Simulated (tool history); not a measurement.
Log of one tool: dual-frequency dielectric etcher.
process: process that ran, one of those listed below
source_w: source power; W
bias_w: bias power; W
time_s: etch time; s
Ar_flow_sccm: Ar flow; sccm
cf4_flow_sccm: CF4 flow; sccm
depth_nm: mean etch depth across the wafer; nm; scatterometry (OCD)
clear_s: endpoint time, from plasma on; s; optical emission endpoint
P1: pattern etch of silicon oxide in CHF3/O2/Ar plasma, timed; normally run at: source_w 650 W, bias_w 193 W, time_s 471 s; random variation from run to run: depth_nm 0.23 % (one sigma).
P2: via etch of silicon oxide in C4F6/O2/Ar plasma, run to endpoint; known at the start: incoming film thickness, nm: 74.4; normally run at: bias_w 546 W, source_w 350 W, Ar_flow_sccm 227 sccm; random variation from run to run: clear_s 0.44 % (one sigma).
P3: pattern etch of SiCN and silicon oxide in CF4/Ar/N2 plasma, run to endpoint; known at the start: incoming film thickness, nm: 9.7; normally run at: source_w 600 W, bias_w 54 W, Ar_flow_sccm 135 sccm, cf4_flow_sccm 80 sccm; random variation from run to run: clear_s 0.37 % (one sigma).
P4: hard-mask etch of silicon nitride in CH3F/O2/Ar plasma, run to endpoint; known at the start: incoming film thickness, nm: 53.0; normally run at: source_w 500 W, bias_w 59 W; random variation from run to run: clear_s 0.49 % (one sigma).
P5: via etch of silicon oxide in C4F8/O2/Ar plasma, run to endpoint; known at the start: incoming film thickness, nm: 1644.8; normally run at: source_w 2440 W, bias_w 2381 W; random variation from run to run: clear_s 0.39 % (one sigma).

{"run": 1, "hour": 12.0, "process": "P1", "source_w": 650, "bias_w": 193, "time_s": 471, "depth_nm": 1013.8}
{"run": 2, "hour": 26.3, "process": "P1", "source_w": 820, "bias_w": 193, "time_s": 471, "depth_nm": 1104.8}
{"run": 3, "hour": 44.3, "process": "P3", "source_w": 600, "bias_w": 54, "Ar_flow_sccm": 135, "cf4_flow_sccm": 113, "clear_s": 9.2139}
{"run": 4, "hour": 62.6, "process": "P1", "source_w": 650, "bias_w": 193, "time_s": 343.5, "depth_nm": 736.1}
{"run": 5, "hour": 73.3, "process": "P2", "source_w": 350, "bias_w": 443, "Ar_flow_sccm": 227, "clear_s": 17.292}
{"run": 6, "hour": 82.4, "process": "P1", "source_w": 650, "bias_w": 117, "time_s": 471, "depth_nm": 863.02}
{"run": 7, "hour": 96.5, "process": "P1", "source_w": 650, "bias_w": 193, "time_s": 471, "depth_nm": 1013.8}
{"run": 8, "hour": 111.3, "process": "P1", "source_w": 650, "bias_w": 193, "time_s": 471, "depth_nm": 1013}
{"run": 9, "hour": 128.3, "process": "P4", "source_w": 500, "bias_w": 59, "clear_s": 76.124}
{"run": 10, "hour": 141.8, "process": "P2", "source_w": 270, "bias_w": 546, "Ar_flow_sccm": 227, "clear_s": 17.495}
{"run": 11, "hour": 155.7, "process": "P3", "source_w": 600, "bias_w": 54, "Ar_flow_sccm": 191, "cf4_flow_sccm": 80, "clear_s": 10.426}
{"run": 12, "hour": 165.5, "process": "P1", "source_w": 650, "bias_w": 193, "time_s": 471, "depth_nm": 1011.1}
{"run": 13, "hour": 176.0, "process": "P4", "source_w": 400, "bias_w": 59, "clear_s": 82.47}
{"run": 14, "hour": 194.2, "process": "P1", "source_w": 650, "bias_w": 193, "time_s": 681.5, "depth_nm": 1470.3}
{"run": 15, "hour": 210.7, "process": "P4", "source_w": 500, "bias_w": 59, "clear_s": 75.778}
{"run": 16, "hour": 224.1, "process": "P1", "source_w": 650, "bias_w": 193, "time_s": 471, "depth_nm": 1014.7}
{"run": 17, "hour": 232.8, "process": "P4", "source_w": 500, "bias_w": 81, "clear_s": 68.433}
{"run": 18, "hour": 244.9, "process": "P3", "source_w": 460, "bias_w": 54, "Ar_flow_sccm": 135, "cf4_flow_sccm": 80, "clear_s": 12.374}
{"run": 19, "hour": 253.0, "process": "P5", "source_w": 2440, "bias_w": 3305, "clear_s": 259.45}
{"run": 20, "hour": 262.6, "process": "P5", "source_w": 2440, "bias_w": 2381, "clear_s": 287.03}

Forecast run 21:
{"run": 21, "hour": 275.0, "process": "P1", "source_w": 390, "bias_w": 193, "time_s": 471, "depth_nm": "?"}

Run 21 gave depth_nm 832.64 nm.
